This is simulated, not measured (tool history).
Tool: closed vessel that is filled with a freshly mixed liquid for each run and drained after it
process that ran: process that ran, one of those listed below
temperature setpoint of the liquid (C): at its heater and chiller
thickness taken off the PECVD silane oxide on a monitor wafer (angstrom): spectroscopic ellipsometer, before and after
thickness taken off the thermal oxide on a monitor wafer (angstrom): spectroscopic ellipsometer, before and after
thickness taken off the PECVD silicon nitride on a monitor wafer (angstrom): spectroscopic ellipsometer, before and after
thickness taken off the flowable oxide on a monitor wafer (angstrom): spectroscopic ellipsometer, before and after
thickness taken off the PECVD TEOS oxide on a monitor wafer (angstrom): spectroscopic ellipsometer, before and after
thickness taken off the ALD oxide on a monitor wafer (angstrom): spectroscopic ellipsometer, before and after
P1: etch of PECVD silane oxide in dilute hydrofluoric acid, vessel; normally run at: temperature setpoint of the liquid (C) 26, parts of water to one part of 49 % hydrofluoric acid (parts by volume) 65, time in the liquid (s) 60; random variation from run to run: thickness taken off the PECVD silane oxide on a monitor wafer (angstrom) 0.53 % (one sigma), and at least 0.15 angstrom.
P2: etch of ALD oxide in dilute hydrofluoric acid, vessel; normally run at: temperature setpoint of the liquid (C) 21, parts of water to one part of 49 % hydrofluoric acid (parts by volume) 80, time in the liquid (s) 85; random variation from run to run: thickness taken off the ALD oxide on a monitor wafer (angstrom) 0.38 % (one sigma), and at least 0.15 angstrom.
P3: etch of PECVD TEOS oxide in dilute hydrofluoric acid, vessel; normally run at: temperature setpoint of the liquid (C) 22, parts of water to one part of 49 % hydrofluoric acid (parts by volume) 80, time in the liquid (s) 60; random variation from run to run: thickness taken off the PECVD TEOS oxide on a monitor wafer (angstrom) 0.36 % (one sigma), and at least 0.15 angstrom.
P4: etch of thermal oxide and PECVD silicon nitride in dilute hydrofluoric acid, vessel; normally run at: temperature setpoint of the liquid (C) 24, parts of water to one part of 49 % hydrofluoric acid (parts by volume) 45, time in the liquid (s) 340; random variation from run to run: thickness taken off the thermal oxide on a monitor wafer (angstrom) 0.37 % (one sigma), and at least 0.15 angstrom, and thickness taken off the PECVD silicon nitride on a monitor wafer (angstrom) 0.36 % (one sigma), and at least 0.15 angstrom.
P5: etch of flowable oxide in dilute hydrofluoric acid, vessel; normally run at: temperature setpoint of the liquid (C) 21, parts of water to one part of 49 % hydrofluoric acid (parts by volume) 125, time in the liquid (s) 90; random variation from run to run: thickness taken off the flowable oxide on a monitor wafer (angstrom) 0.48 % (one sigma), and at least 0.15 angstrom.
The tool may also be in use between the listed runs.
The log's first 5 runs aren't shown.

run	day	process that ran	temperature setpoint of the liquid (C)	parts of water to one part of 49 % hydrofluoric acid (parts by volume)	time in the liquid (s)	hours since the thermometer was replaced	hours since the hydrofluoric acid flow meter was replaced	thickness taken off the PECVD silane oxide on a monitor wafer (angstrom)	thickness taken off the thermal oxide on a monitor wafer (angstrom)	thickness taken off the PECVD silicon nitride on a monitor wafer (angstrom)	thickness taken off the flowable oxide on a monitor wafer (angstrom)	thickness taken off the PECVD TEOS oxide on a monitor wafer (angstrom)	thickness taken off the ALD oxide on a monitor wafer (angstrom)
6	1.112	P1	31	40	60	175	240.6	703.76					
7	1.238	P1	26	20	30	178	243.6	601.49					
8	1.429	P3	22	80	30	182.6	248.2					50.841	
9	1.546	P4	24	20	340	185.4	251		857.16	463.35			
10	1.704	P1	26	90	60	189.2	254.8	238.58					
11	1.892	P3	22	80	60	193.7	259.3					101.89	
12	2.117	P5	21	35	90	199.1	264.7				1091.2		
13	2.258	P1	30.5	65	60	202.5	268.1	410.81					
14	2.504	P1	26	65	60	208.4	274	340.93					
15	2.758	P1	30.5	95	60	214.5	280.1	265.69					
16	3.012	P5	17	125	90	220.6	286.2				234.1		
17	3.217	P4	24	45	340	225.5	291.1		369.92	212.56			
18	3.45	P1	26	65	60	231.1	296.7	342.57					
19	3.692	P2	28.5	80	85	236.9	302.5						270.28
20	3.933	P3	17	80	60	242.7	308.3					82.281	
21	4.158	P3	22	145	60	248.1	313.7					52.076	
22	4.412	P1	26	65	60	254.2	319.8	344.45					
23	4.542	P1	26	65	30	257.3	322.9	170.33					
24	4.667	P1	26	65	90	260.3	325.9	519.28					

The next listed run, before its measurement:
25	4.808	P1	22	65	60	263.7	329.3	?					

Run 25 gave thickness taken off the PECVD silane oxide on a monitor wafer (angstrom) 293.41.
